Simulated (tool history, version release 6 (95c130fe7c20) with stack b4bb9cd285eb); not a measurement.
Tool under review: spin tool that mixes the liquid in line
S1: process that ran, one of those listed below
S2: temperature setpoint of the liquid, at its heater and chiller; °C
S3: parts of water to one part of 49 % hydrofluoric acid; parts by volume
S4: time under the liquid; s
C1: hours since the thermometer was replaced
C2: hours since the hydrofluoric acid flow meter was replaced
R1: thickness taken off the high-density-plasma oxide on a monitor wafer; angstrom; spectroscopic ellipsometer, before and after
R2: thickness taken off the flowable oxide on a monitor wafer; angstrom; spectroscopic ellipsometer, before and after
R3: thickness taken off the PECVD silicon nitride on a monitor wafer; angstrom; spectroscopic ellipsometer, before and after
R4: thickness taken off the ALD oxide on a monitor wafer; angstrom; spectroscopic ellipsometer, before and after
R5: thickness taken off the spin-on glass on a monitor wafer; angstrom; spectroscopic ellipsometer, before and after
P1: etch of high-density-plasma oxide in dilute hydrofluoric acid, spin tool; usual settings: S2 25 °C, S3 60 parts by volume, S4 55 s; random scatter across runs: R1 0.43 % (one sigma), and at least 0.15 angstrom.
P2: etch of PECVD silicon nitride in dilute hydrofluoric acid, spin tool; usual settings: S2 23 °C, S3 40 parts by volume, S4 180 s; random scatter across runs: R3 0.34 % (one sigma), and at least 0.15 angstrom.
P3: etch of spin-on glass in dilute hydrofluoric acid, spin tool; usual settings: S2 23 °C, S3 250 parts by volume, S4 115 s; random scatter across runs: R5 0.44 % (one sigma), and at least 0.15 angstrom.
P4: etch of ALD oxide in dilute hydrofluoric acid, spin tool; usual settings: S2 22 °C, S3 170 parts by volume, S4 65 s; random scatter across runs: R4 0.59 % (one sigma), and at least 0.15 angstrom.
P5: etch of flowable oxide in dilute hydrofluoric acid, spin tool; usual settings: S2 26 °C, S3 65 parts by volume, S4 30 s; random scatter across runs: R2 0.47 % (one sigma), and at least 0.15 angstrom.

{"run": 1, "hour": 6.1, "S1": "P1", "S2": 25, "S3": 60, "S4": 55, "C1": 95.5, "C2": 1040, "R1": 59.465}
{"run": 2, "hour": 13.8, "S1": "P1", "S2": 33, "S3": 60, "S4": 55, "C1": 103.2, "C2": 1047.7, "R1": 81.884}
{"run": 3, "hour": 20.0, "S1": "P1", "S2": 25, "S3": 60, "S4": 55, "C1": 109.4, "C2": 1053.9, "R1": 59.497}
{"run": 4, "hour": 29.2, "S1": "P5", "S2": 26, "S3": 65, "S4": 30, "C1": 118.6, "C2": 1063.1, "R2": 132.66}
{"run": 5, "hour": 35.6, "S1": "P2", "S2": 23, "S3": 40, "S4": 40, "C1": 125, "C2": 1069.5, "R3": 25.662}
{"run": 6, "hour": 44.2, "S1": "P1", "S2": 25, "S3": 60, "S4": 85, "C1": 133.6, "C2": 1078.1, "R1": 91.327}
{"run": 7, "hour": 57.4, "S1": "P4", "S2": 22, "S3": 170, "S4": 100, "C1": 146.8, "C2": 1091.3, "R4": 90.249}
{"run": 8, "hour": 68.6, "S1": "P1", "S2": 25, "S3": 60, "S4": 15, "C1": 158, "C2": 1102.5, "R1": 15.923}
{"run": 9, "hour": 79.1, "S1": "P3", "S2": 23, "S3": 80, "S4": 115, "C1": 168.5, "C2": 1113, "R5": 592.15}
{"run": 10, "hour": 87.8, "S1": "P1", "S2": 25, "S3": 60, "S4": 55, "C1": 177.2, "C2": 1121.7, "R1": 59.707}
{"run": 11, "hour": 98.2, "S1": "P1", "S2": 25, "S3": 100, "S4": 55, "C1": 187.6, "C2": 1132.1, "R1": 33.849}
{"run": 12, "hour": 108.9, "S1": "P1", "S2": 25, "S3": 60, "S4": 55, "C1": 198.3, "C2": 1142.8, "R1": 59.337}
{"run": 13, "hour": 115.9, "S1": "P3", "S2": 18, "S3": 250, "S4": 115, "C1": 205.3, "C2": 1149.8, "R5": 130.99}
{"run": 14, "hour": 124.2, "S1": "P4", "S2": 22, "S3": 170, "S4": 65, "C1": 213.6, "C2": 1158.1, "R4": 58.768}
{"run": 15, "hour": 137.0, "S1": "P1", "S2": 17, "S3": 60, "S4": 55, "C1": 226.4, "C2": 1170.9, "R1": 42.827}
{"run": 16, "hour": 146.1, "S1": "P3", "S2": 23, "S3": 250, "S4": 180, "C1": 235.5, "C2": 1180, "R5": 243.12}
{"run": 17, "hour": 156.6, "S1": "P5", "S2": 32, "S3": 65, "S4": 30, "C1": 246, "C2": 1190.5, "R2": 167.09}
{"run": 18, "hour": 168.9, "S1": "P2", "S2": 17, "S3": 40, "S4": 180, "C1": 258.3, "C2": 1202.8, "R3": 75.484}
{"run": 19, "hour": 177.5, "S1": "P2", "S2": 23, "S3": 40, "S4": 180, "C1": 266.9, "C2": 1211.4, "R3": 115.15}
{"run": 20, "hour": 188.3, "S1": "P3", "S2": 23, "S3": 250, "S4": 115, "C1": 277.7, "C2": 1222.2, "R5": 157.7}
{"run": 21, "hour": 201.3, "S1": "P4", "S2": 22, "S3": 170, "S4": 65, "C1": 290.7, "C2": 1235.2, "R4": 58.35}
{"run": 22, "hour": 209.9, "S1": "P5", "S2": 26, "S3": 65, "S4": 60, "C1": 299.3, "C2": 1243.8, "R2": 264.3}
{"run": 23, "hour": 219.6, "S1": "P5", "S2": 26, "S3": 105, "S4": 30, "C1": 309, "C2": 1253.5, "R2": 77.029}
{"run": 24, "hour": 228.8, "S1": "P1", "S2": 25, "S3": 60, "S4": 55, "C1": 318.2, "C2": 1262.7, "R1": 59.865}
{"run": 25, "hour": 240.5, "S1": "P4", "S2": 18, "S3": 170, "S4": 65, "C1": 329.9, "C2": 1274.4, "R4": 50.18}
{"run": 26, "hour": 252.0, "S1": "P1", "S2": 25, "S3": 35, "S4": 55, "C1": 341.4, "C2": 1285.9, "R1": 105.45}
{"run": 27, "hour": 258.0, "S1": "P2", "S2": 23, "S3": 40, "S4": 180, "C1": 347.4, "C2": 1291.9, "R3": 115.05}
{"run": 28, "hour": 266.7, "S1": "P1", "S2": 25, "S3": 60, "S4": 55, "C1": 356.1, "C2": 1300.6, "R1": 59.163}
{"run": 29, "hour": 274.0, "S1": "P1", "S2": 25, "S3": 25, "S4": 30, "C1": 363.4, "C2": 1307.9, "R1": 81.848}
{"run": 30, "hour": 283.3, "S1": "P4", "S2": 22, "S3": 80, "S4": 65, "C1": 372.7, "C2": 1317.2, "R4": 137.61}
{"run": 31, "hour": 294.2, "S1": "P2", "S2": 23, "S3": 65, "S4": 180, "C1": 383.6, "C2": 1328.1, "R3": 71.572}
{"run": 32, "hour": 303.1, "S1": "P1", "S2": 25, "S3": 60, "S4": 55, "C1": 392.5, "C2": 1337, "R1": 59.765}
{"run": 33, "hour": 309.1, "S1": "P1", "S2": 25, "S3": 60, "S4": 55, "C1": 398.5, "C2": 1343, "R1": 59.358}
{"run": 34, "hour": 314.9, "S1": "P1", "S2": 25, "S3": 60, "S4": 55, "C1": 404.3, "C2": 1348.8, "R1": 58.347}
{"run": 35, "hour": 322.3, "S1": "P1", "S2": 25, "S3": 60, "S4": 55, "C1": 411.7, "C2": 1356.2, "R1": 57.88}
{"run": 36, "hour": 333.6, "S1": "P1", "S2": 25, "S3": 60, "S4": 55, "C1": 423, "C2": 1367.5, "R1": 57.293}
{"run": 37, "hour": 346.6, "S1": "P1", "S2": 25, "S3": 60, "S4": 55, "C1": 436, "C2": 1380.5, "R1": 57.12}
{"run": 38, "hour": 359.9, "S1": "P1", "S2": 25, "S3": 60, "S4": 55, "C1": 449.3, "C2": 1393.8, "R1": 56.259}
{"run": 39, "hour": 371.4, "S1": "P1", "S2": 25, "S3": 60, "S4": 55, "C1": 460.8, "C2": 1405.3, "R1": 56.439}
{"run": 40, "hour": 382.0, "S1": "P1", "S2": 25, "S3": 60, "S4": 55, "C1": 471.4, "C2": 1415.9, "R1": 55.633}
{"run": 41, "hour": 391.5, "S1": "P1", "S2": 25, "S3": 60, "S4": 55, "C1": 480.9, "C2": 1425.4, "R1": 55.881}
{"run": 42, "hour": 402.4, "S1": "P1", "S2": 25, "S3": 60, "S4": 55, "C1": 491.8, "C2": 1436.3, "R1": 55.909}
{"run": 43, "hour": 411.9, "S1": "P1", "S2": 25, "S3": 60, "S4": 55, "C1": 501.3, "C2": 1445.8, "R1": 56.046}
{"run": 44, "hour": 425.0, "S1": "P1", "S2": 25, "S3": 60, "S4": 55, "C1": 514.4, "C2": 1458.9, "R1": 55.64}

The output of P1 has drifted from where it used to be. Each of the 2 causes below, taken at the size shown beside it, accounts for the log equally well:
A: hydrofluoric acid flow below the setpoint (%) = 5.86
B: liquid colder than its thermometer reads (K) = 1.61
The gradual shift began around hour 309.1.

Each of the 4 check runs below uses one wafer; its results are left as question marks. Which run tells the causes apart?
{"run": "check 1", "hour": 438.1, "S1": "P2", "S2": 23, "S3": 40, "S4": 95, "R3": "?"}
{"run": "check 2", "hour": 438.1, "S1": "P4", "S2": 22, "S3": 95, "S4": 65, "R4": "?"}
{"run": "check 3", "hour": 438.1, "S1": "P5", "S2": 31.5, "S3": 65, "S4": 60, "R2": "?"}
{"run": "check 4", "hour": 438.1, "S1": "P3", "S2": 23, "S3": 105, "S4": 180, "R5": "?"}

If the cause were each of the candidates in turn, the checks would give the following:
check=check_1 result=R3 if_A=57.258 if_B=54.369
check=check_2 result=R4 if_A=106.39 if_B=106.57
check=check_3 result=R2 if_A=304.06 if_B=305.52
check=check_4 result=R5 if_A=638.63 if_B=640.91
Per check, the gap between the least separated pair of causes, taken in the result that splits them most: check 1 5.18 %; check 2 0.17 %; check 3 0.48 %; check 4 0.36 %
Only check 1 tells the causes apart: in the others they would give nearly the same result.

Here is what check 1 returned: R3 57.192 angstrom. Which cause is it?

The cause is A: hydrofluoric acid flow below the setpoint (%).

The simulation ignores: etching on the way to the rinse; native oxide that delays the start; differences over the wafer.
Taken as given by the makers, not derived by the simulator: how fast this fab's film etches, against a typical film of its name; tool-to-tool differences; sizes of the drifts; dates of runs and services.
